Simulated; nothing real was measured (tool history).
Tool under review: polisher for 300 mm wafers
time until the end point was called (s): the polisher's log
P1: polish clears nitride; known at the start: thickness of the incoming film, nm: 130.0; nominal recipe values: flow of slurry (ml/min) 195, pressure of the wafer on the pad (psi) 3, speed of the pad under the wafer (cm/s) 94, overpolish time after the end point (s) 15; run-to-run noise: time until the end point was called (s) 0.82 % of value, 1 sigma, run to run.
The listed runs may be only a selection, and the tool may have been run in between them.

| run | day | flow of slurry (ml/min) | pressure of the wafer on the pad (psi) | speed of the pad under the wafer (cm/s) | overpolish time after the end point (s) | wafers polished on this pad | hours since the slurry nozzle was cleaned | hours since the head pressure was calibrated | time until the end point was called (s) |
|---|---|---|---|---|---|---|---|---|---|
| 1 | 0.112 | 195 | 3 | 94 | 15 | 238 | 147.9 | 386.1 | 150.33 |
| 2 | 0.221 | 195 | 3 | 94 | 30 | 257 | 150.5 | 388.7 | 151.44 |
| 3 | 0.433 | 195 | 3 | 132 | 15 | 295 | 155.6 | 393.8 | 106.5 |
| 4 | 0.625 | 195 | 3 | 94 | 15 | 329 | 160.2 | 398.4 | 150.28 |
| 5 | 0.808 | 195 | 3 | 60 | 15 | 362 | 164.6 | 402.8 | 237.55 |
| 6 | 0.958 | 195 | 3 | 94 | 15 | 389 | 168.2 | 406.4 | 149.38 |
| 7 | 1.154 | 280 | 3 | 94 | 4 | 423 | 172.9 | 411.1 | 146.2 |
| 8 | 1.296 | 275 | 3 | 94 | 4 | 449 | 176.3 | 414.5 | 144.86 |
|  | 1.467 | head pressure recalibrated |
| 9 | 1.508 | 195 | 2.1 | 94 | 15 | 487 | 181.4 | 1 | 213.77 |
| 10 | 1.742 | 195 | 3 | 94 | 4 | 528 | 187 | 6.6 | 152.04 |
| 11 | 1.912 | 195 | 3.8 | 94 | 15 | 559 | 191.1 | 10.7 | 118.63 |
| 12 | 2.017 | 115 | 3 | 94 | 15 | 577 | 193.6 | 13.2 | 165.65 |
| 13 | 2.171 | 195 | 3 | 94 | 15 | 605 | 197.3 | 16.9 | 148.93 |
| 14 | 2.404 | 120 | 3 | 94 | 29 | 646 | 202.9 | 22.5 | 164.52 |
| 15 | 2.55 | 305 | 3 | 94 | 15 | 672 | 206.4 | 26 | 143.84 |
| 16 | 2.671 | 195 | 3 | 94 | 15 | 694 | 209.3 | 28.9 | 149.48 |
| 17 | 2.829 | 195 | 3 | 94 | 15 | 722 | 213.1 | 32.7 | 149.03 |
| 18 | 3.058 | 195 | 3 | 94 | 15 | 763 | 218.6 | 38.2 | 153.87 |
|  | 3.242 | head pressure recalibrated |
| 19 | 3.296 | 195 | 3 | 94 | 15 | 805 | 224.3 | 1.4 | 157.7 |
| 20 | 3.408 | 195 | 3 | 94 | 15 | 825 | 227 | 4.1 | 157.83 |
| 21 | 3.529 | 195 | 3 | 94 | 15 | 847 | 229.9 | 7 | 158.53 |
| 22 | 3.704 | 195 | 3 | 94 | 15 | 878 | 234.1 | 11.2 | 159.25 |
| 23 | 3.933 | 195 | 3 | 94 | 15 | 919 | 239.6 | 16.7 | 157.56 |

P1 has crept away from where it was. The log is fitted equally well by each of these 2 causes, at the sizes shown:
A: removal rate lost through wear of the pad, % = 5.52
B: slurry flow missing at the pad, % = 30.1
At approximately day 2.829, the process output began to creep.
Each remaining cause and why it is not a fit:
head's pressure below its setpoint, %: serviced at day 3.242, which brought nothing back

Consider the 4 check runs below, whose results appear as question marks and each of which averages 3 wafers. Which one distinguishes the causes, in that each cause would give it a clearly different result?
| check 1 | 4.162 | 195 | 3.7 | 94 | 8 |  |  |  | ? |
| check 2 | 4.162 | 115 | 3 | 94 | 4 |  |  |  | ? |
| check 3 | 4.162 | 195 | 3 | 68 | 15 |  |  |  | ? |
| check 4 | 4.162 | 195 | 3 | 94 | 27 |  |  |  | ? |

What each check would give under each cause:
| check | result | if A | if B |
|---|---|---|---|
| check 1 | time until the end point was called (s) | 128.98 | 128.99 |
| check 2 | time until the end point was called (s) | 174.26 | 180.47 |
| check 3 | time until the end point was called (s) | 219.89 | 219.92 |
| check 4 | time until the end point was called (s) | 159.07 | 159.09 |
Gap, in per cent, between the two causes that each check separates least, read from the result that separates them most: check 1 0.01 %; check 2 3.5 %; check 3 0.01 %; check 4 0.01 %
The causes can be told apart only by check 2. The other checks would give nearly the same results under each of them.

The results of check 2 are: time until the end point was called (s) 180.12. Based on these, which of the listed causes is it?

It was cause B: slurry flow missing at the pad, %.
